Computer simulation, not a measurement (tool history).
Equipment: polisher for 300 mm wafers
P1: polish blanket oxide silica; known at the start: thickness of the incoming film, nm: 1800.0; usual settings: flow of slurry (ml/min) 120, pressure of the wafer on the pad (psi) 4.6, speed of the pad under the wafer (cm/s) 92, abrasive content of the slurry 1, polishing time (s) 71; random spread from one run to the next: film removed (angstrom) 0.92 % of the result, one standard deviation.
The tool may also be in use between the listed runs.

run   hour  flow of slurry (ml/min)  pressure of the wafer on the pad (psi)  speed of the pad under the wafer (cm/s)  abrasive content of the slurry  polishing time (s)  wafers polished on this pad  hours since the slurry nozzle was cleaned  hours since the head pressure was calibrated  hours since the slurry blender was calibrated  hours since the conditioning disc was replaced  film removed (angstrom)
  1   13.5                      120                                     4.6                                       92                               1                  71                          809                                      217.6                                         119.6                                          119.8                                           191.5                   2669.1
  2     27                      120                                       6                                       92                               1                  46                          899                                      231.1                                         133.1                                          133.3                                             205                     2252
  3   35.3                      120                                     4.6                                       92                               1                  71                          955                                      239.4                                         141.4                                          141.6                                           213.3                   2627.7
  4   42.6                       70                                     4.6                                       92                               1                  71                         1003                                      246.7                                         148.7                                          148.9                                           220.6                   2268.6
  5   53.5                      120                                     4.6                                       92                             1.4                  71                         1076                                      257.6                                         159.6                                          159.8                                           231.5                   3021.9
  6   63.4                      120                                     4.6                                       92                               1                 102                         1142                                      267.5                                         169.5                                          169.7                                           241.4                   3818.8
  7   70.9                      120                                     4.6                                       92                               1                  71                         1192                                        275                                           177                                          177.2                                           248.9                   2681.7
  8   81.1                      185                                     4.6                                       92                               1                  71                         1259                                      285.2                                         187.2                                          187.4                                           259.1                   2830.5
  9   88.7                      120                                     4.6                                       92                               1                  71                         1310                                      292.8                                         194.8                                            195                                           266.7                   2606.7
      95.9  -- conditioning disc replaced and pad reconditioned
 10   98.1                      120                                       7                                       92                               1                  71                         1373                                      302.2                                         204.2                                          204.4                                             2.2                   4019.4
 11  105.5                      120                                     4.6                                       48                               1                  71                         1422                                      309.6                                         211.6                                          211.8                                             9.6                   1598.2
     108.8  -- slurry blender recalibrated
 12  112.7                      120                                     4.6                                       92                               1                  71                         1470                                      316.8                                         218.8                                              4                                            16.8                   2644.8
 13  127.5                      185                                     4.6                                       92                               1                  33                         1568                                      331.6                                         233.6                                           18.8                                            31.6                   1309.7
 14  141.3                      120                                     2.1                                       92                               1                  71                         1660                                      345.4                                         247.4                                           32.6                                            45.4                   1185.3
 15    149                      120                                     4.6                                       92                            0.75                  71                         1711                                      353.1                                         255.1                                           40.3                                            53.1                   2285.4
 16  162.9                      120                                     4.6                                      144                               1                  71                         1804                                        367                                           269                                           54.2                                              67                   3798.9
 17  175.9                      120                                     4.6                                       92                               1                  32                         1891                                        380                                           282                                           67.2                                              80                     1199
 18  187.5                      120                                     4.6                                       92                               1                  71                         1968                                      391.6                                         293.6                                           78.8                                            91.6                   2673.7

Run 19 comes next. What will it give?
 19  194.3                      120                                     4.6                                       92                               1                  71                         2013                                      398.4                                         300.4                                           85.6                                            98.4                        ?

film removed (angstrom): 2553.2

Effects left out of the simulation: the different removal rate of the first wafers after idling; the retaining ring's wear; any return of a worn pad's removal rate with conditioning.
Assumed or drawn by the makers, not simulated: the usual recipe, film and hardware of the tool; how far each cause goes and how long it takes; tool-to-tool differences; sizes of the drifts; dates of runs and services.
